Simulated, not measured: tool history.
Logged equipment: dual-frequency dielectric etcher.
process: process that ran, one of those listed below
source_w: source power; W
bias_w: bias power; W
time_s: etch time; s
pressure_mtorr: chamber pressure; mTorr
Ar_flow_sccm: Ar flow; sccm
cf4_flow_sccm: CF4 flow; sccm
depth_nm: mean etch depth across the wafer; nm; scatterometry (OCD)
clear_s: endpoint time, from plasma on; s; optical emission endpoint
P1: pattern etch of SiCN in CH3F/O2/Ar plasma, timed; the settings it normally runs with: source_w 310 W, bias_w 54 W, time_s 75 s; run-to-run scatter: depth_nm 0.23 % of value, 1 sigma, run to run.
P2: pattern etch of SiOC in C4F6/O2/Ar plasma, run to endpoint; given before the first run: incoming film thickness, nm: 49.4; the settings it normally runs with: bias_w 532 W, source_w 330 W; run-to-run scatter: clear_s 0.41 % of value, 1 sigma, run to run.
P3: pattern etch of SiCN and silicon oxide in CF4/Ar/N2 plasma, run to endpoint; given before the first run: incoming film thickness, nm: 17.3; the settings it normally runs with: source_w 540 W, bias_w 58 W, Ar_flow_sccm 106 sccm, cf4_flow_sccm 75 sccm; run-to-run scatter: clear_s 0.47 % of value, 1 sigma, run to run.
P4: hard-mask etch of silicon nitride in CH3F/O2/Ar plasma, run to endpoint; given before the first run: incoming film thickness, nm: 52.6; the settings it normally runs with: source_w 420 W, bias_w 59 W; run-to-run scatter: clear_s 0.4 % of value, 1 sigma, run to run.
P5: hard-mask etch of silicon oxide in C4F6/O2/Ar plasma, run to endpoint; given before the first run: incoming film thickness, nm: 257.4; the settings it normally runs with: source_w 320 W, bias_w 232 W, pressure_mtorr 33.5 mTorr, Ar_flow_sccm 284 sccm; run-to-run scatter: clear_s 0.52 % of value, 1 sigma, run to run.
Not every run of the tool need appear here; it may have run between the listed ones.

run	hour	process	source_w	bias_w	time_s	pressure_mtorr	Ar_flow_sccm	cf4_flow_sccm	hours since the last wet clean	hours since the last source power generator calibration	hours since the last bias power generator calibration	depth_nm	clear_s
1	6.7	P1	310	54	75				314.8	1261.6	1112.9	23.236	
2	12.2	P1	310	54	75				320.3	1267.1	1118.4	23.238	
3	19.7	P1	310	54	41				327.8	1274.6	1125.9	12.725	
4	27.4	P5	320	232		33.5	381		335.5	1282.3	1133.6		83.302
5	34.9	P2	330	750					343	1289.8	1141.1		15.234
6	40.8	P3	540	58			106	75	348.9	1295.7	1147		18.867
7	48.7	P2	330	532					356.8	1303.6	1154.9		17.437
8	55	P5	210	232		33.5	284		363.1	1309.9	1161.2		95.432
9	65.6	P3	700	58			106	75	373.7	1320.5	1171.8		15.072
10	75.6	P1	440	54	75				383.7	1330.5	1181.8	26.681	
11	86.5	P1	310	54	107.5				394.6	1341.4	1192.7	33.376	
12	92.3	P4	580	59					400.4	1347.2	1198.5		72.796
13	100.9	P1	310	54	75				409	1355.8	1207.1	23.314	
14	110.9	P5	320	232		33.5	284		419	1365.8	1217.1		81.354
15	120.9	P1	310	74	75				429	1375.8	1227.1	26.067	
16	129.8	P5	320	185		33.5	284		437.9	1384.7	1236		86.898
17	139.2	P3	540	58			106	45	447.3	1394.1	1245.4		20.533
18	149.9	P1	190	54	75				458	1404.8	1256.1	19.351	
19	160.9	P1	310	54	75				469	1415.8	1267.1	23.349	
20	172.6	P3	540	58			72	75	480.7	1427.5	1278.8		17.627
21	178.7	P5	320	232		41	284		486.8	1433.6	1284.9		83.591
22	187.8	P2	200	532					495.9	1442.7	1294		20.922
23	197	P1	310	33	75				505.1	1451.9	1303.2	19.911	
24	208.2	P4	420	59					516.3	1463.1	1314.4		81.673
25	215.2	P2	330	532					523.3	1470.1	1321.4		17.428
26	222.8	P3	540	38			106	75	530.9	1477.7	1329		21.515
27	228.2	P1	390	63	75				536.3	1483.1	1334.4	26.771	
28	234.4	P1	310	54	75				542.5	1489.3	1340.6	23.326	
29	241.1	P4	420	35					549.2	1496	1347.3		97.112
30	251.9	P1	310	54	75				560	1506.8	1358.1	23.167	
31	259.4	P1	310	54	75				567.5	1514.3	1365.6	23.23	
32	264.8	P1	310	54	75				572.9	1519.7	1371	23.184	
33	276.2	P1	310	54	75				584.3	1531.1	1382.4	22.987	
# hour 278.2: wet clean of the chamber
34	282.3	P1	310	54	75				4.1	1537.2	1388.5	22.928	
35	289.2	P1	310	54	75				11	1544.1	1395.4	22.992	
36	294.9	P1	310	54	75				16.7	1549.8	1401.1	22.939	
37	302.2	P1	310	54	75				24	1557.1	1408.4	22.925	
38	308.9	P1	310	54	75				30.7	1563.8	1415.1	23.011	

What P1 gives has crept away from where it was. These 2 causes fit the log equally well, each at the size given:
A: bias power that arrives under what is set, % = 4.01
B: source power that arrives under what is set, % = 3.55
The process output started creeping at around hour 259.4.
All other causes, with the reason each is excluded:
chamber walls in a state that lowers the etch rate, %: was serviced at hour 278.2, once the creep was under way, yet the earlier output never came back

Each of the check runs listed below is run on 3 wafers and reports their average, with the results left as question marks. Pick the one under which the possible causes would lead to clearly different results.
check 1	315.6	P4	570	45									?
check 2	315.6	P2	210	739									?
check 3	315.6	P3	540	58			76	75					?
check 4	315.6	P5	320	232		33.5	372						?

If the cause were each of the candidates in turn, the checks would give the following:
check	result	if A	if B
check 1	clear_s	80.43	80.625
check 2	clear_s	18.309	18.245
check 3	clear_s	18.155	18.524
check 4	clear_s	84.548	84.55
Separation of the two closest causes in each check, using whichever result separates them best: check 1 0.24 %; check 2 0.35 %; check 3 2.02 %; check 4 0 %
Check 3 tells the causes apart: in the others they would give nearly the same result.

Running check 3 produced the following: clear_s 18.165 s. Which one of the listed causes fits?

The cause is A: bias power that arrives under what is set, %.

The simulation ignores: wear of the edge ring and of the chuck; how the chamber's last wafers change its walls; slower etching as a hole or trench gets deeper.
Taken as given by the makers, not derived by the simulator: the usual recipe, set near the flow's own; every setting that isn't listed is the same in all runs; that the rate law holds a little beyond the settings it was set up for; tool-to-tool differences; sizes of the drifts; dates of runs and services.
